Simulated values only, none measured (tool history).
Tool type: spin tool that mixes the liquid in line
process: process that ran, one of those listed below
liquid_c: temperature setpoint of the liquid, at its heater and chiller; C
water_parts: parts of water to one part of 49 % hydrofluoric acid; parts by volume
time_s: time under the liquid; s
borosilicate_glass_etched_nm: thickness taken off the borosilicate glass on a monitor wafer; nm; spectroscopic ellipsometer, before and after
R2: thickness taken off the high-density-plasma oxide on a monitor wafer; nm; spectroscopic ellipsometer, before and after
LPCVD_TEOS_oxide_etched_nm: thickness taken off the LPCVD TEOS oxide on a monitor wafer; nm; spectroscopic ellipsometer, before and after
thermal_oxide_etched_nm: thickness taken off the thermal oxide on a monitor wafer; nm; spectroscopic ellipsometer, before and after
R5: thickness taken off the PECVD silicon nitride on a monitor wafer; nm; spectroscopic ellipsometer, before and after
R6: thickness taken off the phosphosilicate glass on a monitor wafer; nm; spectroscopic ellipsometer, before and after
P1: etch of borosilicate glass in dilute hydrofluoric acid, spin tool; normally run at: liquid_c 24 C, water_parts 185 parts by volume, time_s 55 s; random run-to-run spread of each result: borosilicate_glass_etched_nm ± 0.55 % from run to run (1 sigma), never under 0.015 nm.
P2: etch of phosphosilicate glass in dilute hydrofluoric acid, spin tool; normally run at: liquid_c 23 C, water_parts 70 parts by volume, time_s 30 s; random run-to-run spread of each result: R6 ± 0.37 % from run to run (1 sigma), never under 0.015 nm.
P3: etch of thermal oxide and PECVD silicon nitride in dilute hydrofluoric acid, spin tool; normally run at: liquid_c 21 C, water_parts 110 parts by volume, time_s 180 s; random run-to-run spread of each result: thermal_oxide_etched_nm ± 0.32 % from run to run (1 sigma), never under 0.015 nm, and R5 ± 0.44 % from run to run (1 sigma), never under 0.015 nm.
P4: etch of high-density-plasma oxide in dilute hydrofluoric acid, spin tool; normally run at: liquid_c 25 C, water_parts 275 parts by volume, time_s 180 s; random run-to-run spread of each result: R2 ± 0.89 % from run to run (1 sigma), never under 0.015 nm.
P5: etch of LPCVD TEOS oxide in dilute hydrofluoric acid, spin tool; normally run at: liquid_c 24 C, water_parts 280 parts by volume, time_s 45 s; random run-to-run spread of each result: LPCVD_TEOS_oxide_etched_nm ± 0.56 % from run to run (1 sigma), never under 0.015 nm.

Run 1, hour 11.9: process P1, liquid_c 24 C, water_parts 185 parts by volume, time_s 55 s. Result: borosilicate_glass_etched_nm 8.5628 nm.
Run 2, hour 22.6: process P4, liquid_c 25 C, water_parts 275 parts by volume, time_s 55 s. Result: R2 0.83567 nm.
Run 3, hour 37: process P5, liquid_c 24 C, water_parts 280 parts by volume, time_s 45 s. Result: LPCVD_TEOS_oxide_etched_nm 7.2986 nm.
Run 4, hour 47.9: process P3, liquid_c 21 C, water_parts 110 parts by volume, time_s 180 s. Result: thermal_oxide_etched_nm 6.967 nm, R5 6.9526 nm.
Run 5, hour 61.2: process P3, liquid_c 21 C, water_parts 195 parts by volume, time_s 180 s. Result: thermal_oxide_etched_nm 3.5691 nm, R5 3.9769 nm.
Run 6, hour 70.5: process P1, liquid_c 24 C, water_parts 75 parts by volume, time_s 25 s. Result: borosilicate_glass_etched_nm 11.037 nm.
Run 7, hour 82.5: process P2, liquid_c 23 C, water_parts 70 parts by volume, time_s 15 s. Result: R6 21.195 nm.
Run 8, hour 92.9: process P1, liquid_c 24 C, water_parts 185 parts by volume, time_s 55 s. Result: borosilicate_glass_etched_nm 8.6317 nm.
Run 9, hour 104.3: process P5, liquid_c 24 C, water_parts 65 parts by volume, time_s 45 s. Result: LPCVD_TEOS_oxide_etched_nm 40.015 nm.
Run 10, hour 110.8: process P2, liquid_c 23 C, water_parts 70 parts by volume, time_s 30 s. Result: R6 42.155 nm.
Run 11, hour 123.8: process P3, liquid_c 28 C, water_parts 110 parts by volume, time_s 180 s. Result: thermal_oxide_etched_nm 9.0805 nm, R5 10.876 nm.
Run 12, hour 133.1: process P1, liquid_c 28 C, water_parts 185 parts by volume, time_s 15 s. Result: borosilicate_glass_etched_nm 2.7163 nm.
Run 13, hour 143.8: process P5, liquid_c 24 C, water_parts 280 parts by volume, time_s 45 s. Result: LPCVD_TEOS_oxide_etched_nm 7.342 nm.
Run 14, hour 150.6: process P1, liquid_c 31 C, water_parts 185 parts by volume, time_s 55 s. Result: borosilicate_glass_etched_nm 11.081 nm.
Run 15, hour 163.1: process P3, liquid_c 21 C, water_parts 110 parts by volume, time_s 300 s. Result: thermal_oxide_etched_nm 11.521 nm, R5 11.546 nm.
Run 16, hour 176.9: process P5, liquid_c 17 C, water_parts 280 parts by volume, time_s 45 s. Result: LPCVD_TEOS_oxide_etched_nm 5.7183 nm.
Run 17, hour 189.7: process P5, liquid_c 24 C, water_parts 280 parts by volume, time_s 85 s. Result: LPCVD_TEOS_oxide_etched_nm 13.888 nm.
Run 18, hour 197.1: process P1, liquid_c 24 C, water_parts 185 parts by volume, time_s 105 s. Result: borosilicate_glass_etched_nm 16.497 nm.
Run 19, hour 207.3: process P2, liquid_c 23 C, water_parts 115 parts by volume, time_s 30 s. Result: R6 24.099 nm.
Run 20, hour 214.5: process P2, liquid_c 29.5 C, water_parts 70 parts by volume, time_s 30 s. Result: R6 54.642 nm.
Run 21, hour 223.9: process P1, liquid_c 24 C, water_parts 110 parts by volume, time_s 55 s. Result: borosilicate_glass_etched_nm 15.869 nm.
Run 22, hour 238.6: process P2, liquid_c 23 C, water_parts 70 parts by volume, time_s 30 s. Result: R6 41.862 nm.
Run 23, hour 248.5: process P1, liquid_c 24 C, water_parts 185 parts by volume, time_s 55 s. Result: borosilicate_glass_etched_nm 8.6132 nm.
Run 24, hour 263.1: process P1, liquid_c 24 C, water_parts 185 parts by volume, time_s 55 s. Result: borosilicate_glass_etched_nm 8.6218 nm.
Run 25, hour 275.6: process P1, liquid_c 24 C, water_parts 185 parts by volume, time_s 25 s. Result: borosilicate_glass_etched_nm 3.9502 nm.
Run 26, hour 289.5: process P4, liquid_c 25 C, water_parts 275 parts by volume, time_s 180 s. Result: R2 2.7143 nm.
Run 27, hour 297.3: process P1, liquid_c 17 C, water_parts 185 parts by volume, time_s 55 s. Result: borosilicate_glass_etched_nm 6.5624 nm.
Run 28, hour 310.1: process P1, liquid_c 24 C, water_parts 300 parts by volume, time_s 55 s. Result: borosilicate_glass_etched_nm 4.7433 nm.
Run 29, hour 322.2: process P4, liquid_c 25 C, water_parts 275 parts by volume, time_s 180 s. Result: R2 2.6704 nm.
Run 30, hour 332.7: process P4, liquid_c 32.5 C, water_parts 275 parts by volume, time_s 180 s. Result: R2 3.5282 nm.
Run 31, hour 343.7: process P4, liquid_c 25 C, water_parts 70 parts by volume, time_s 180 s. Result: R2 13.444 nm.
Run 32, hour 353.3: process P1, liquid_c 24 C, water_parts 185 parts by volume, time_s 55 s. Result: borosilicate_glass_etched_nm 8.6742 nm.
Run 33, hour 359.8: process P1, liquid_c 24 C, water_parts 185 parts by volume, time_s 55 s. Result: borosilicate_glass_etched_nm 8.7219 nm.
Run 34, hour 371.7: process P1, liquid_c 24 C, water_parts 185 parts by volume, time_s 55 s. Result: borosilicate_glass_etched_nm 8.9263 nm.
Run 35, hour 381.8: process P1, liquid_c 24 C, water_parts 185 parts by volume, time_s 55 s. Result: borosilicate_glass_etched_nm 9.0439 nm.
Run 36, hour 393.8: process P1, liquid_c 24 C, water_parts 185 parts by volume, time_s 55 s. Result: borosilicate_glass_etched_nm 9.1322 nm.
Run 37, hour 401.7: process P1, liquid_c 24 C, water_parts 185 parts by volume, time_s 55 s. Result: borosilicate_glass_etched_nm 9.0978 nm.
Run 38, hour 416: process P1, liquid_c 24 C, water_parts 185 parts by volume, time_s 55 s. Result: borosilicate_glass_etched_nm 9.0826 nm.
Run 39, hour 428.3: process P1, liquid_c 24 C, water_parts 185 parts by volume, time_s 55 s. Result: borosilicate_glass_etched_nm 9.1479 nm.

Compared with where it was, what P1 gives has crept away. Each cause listed below fits the log as well as the rest, at the size given for it:
A: liquid hotter than its thermometer reads (K) = 1.58
B: hydrofluoric acid flow above the setpoint (%) = 4.98
The creep began at about hour 353.3.

The check runs listed below each take one wafer, and their results are still question marks. Under which run would the listed causes lead to clearly different results?
Run check 1, hour 440.6: process P3, liquid_c 21 C, water_parts 110 parts by volume, time_s 290 s. Result: thermal_oxide_etched_nm ?, R5 ?.
Run check 2, hour 440.6: process P2, liquid_c 28 C, water_parts 70 parts by volume, time_s 15 s. Result: R6 ?.
Run check 3, hour 440.6: process P5, liquid_c 18 C, water_parts 280 parts by volume, time_s 80 s. Result: LPCVD_TEOS_oxide_etched_nm ?.
Run check 4, hour 440.6: process P4, liquid_c 25 C, water_parts 80 parts by volume, time_s 65 s. Result: R2 ?.

Check results expected under each cause:
  check                      result    if A    if B
check 1     thermal_oxide_etched_nm  11.913  11.808
check 1                          R5  12.483   11.78
check 2                          R6  27.322    27.1
check 3  LPCVD_TEOS_oxide_etched_nm  11.129   11.14
check 4                          R2  4.4926  4.4526
Distance between the nearest two causes, measured in the result of the check that separates them most: check 1 5.8 %; check 2 0.82 %; check 3 0.1 %; check 4 0.89 %
Check 1 distinguishes between the causes, while the remaining checks would return nearly the same result for all of them.

Running check 1 produced the following: thermal_oxide_etched_nm 11.938 nm; R5 12.538 nm. Which one of the listed causes fits?

The cause is A: liquid hotter than its thermometer reads (K).
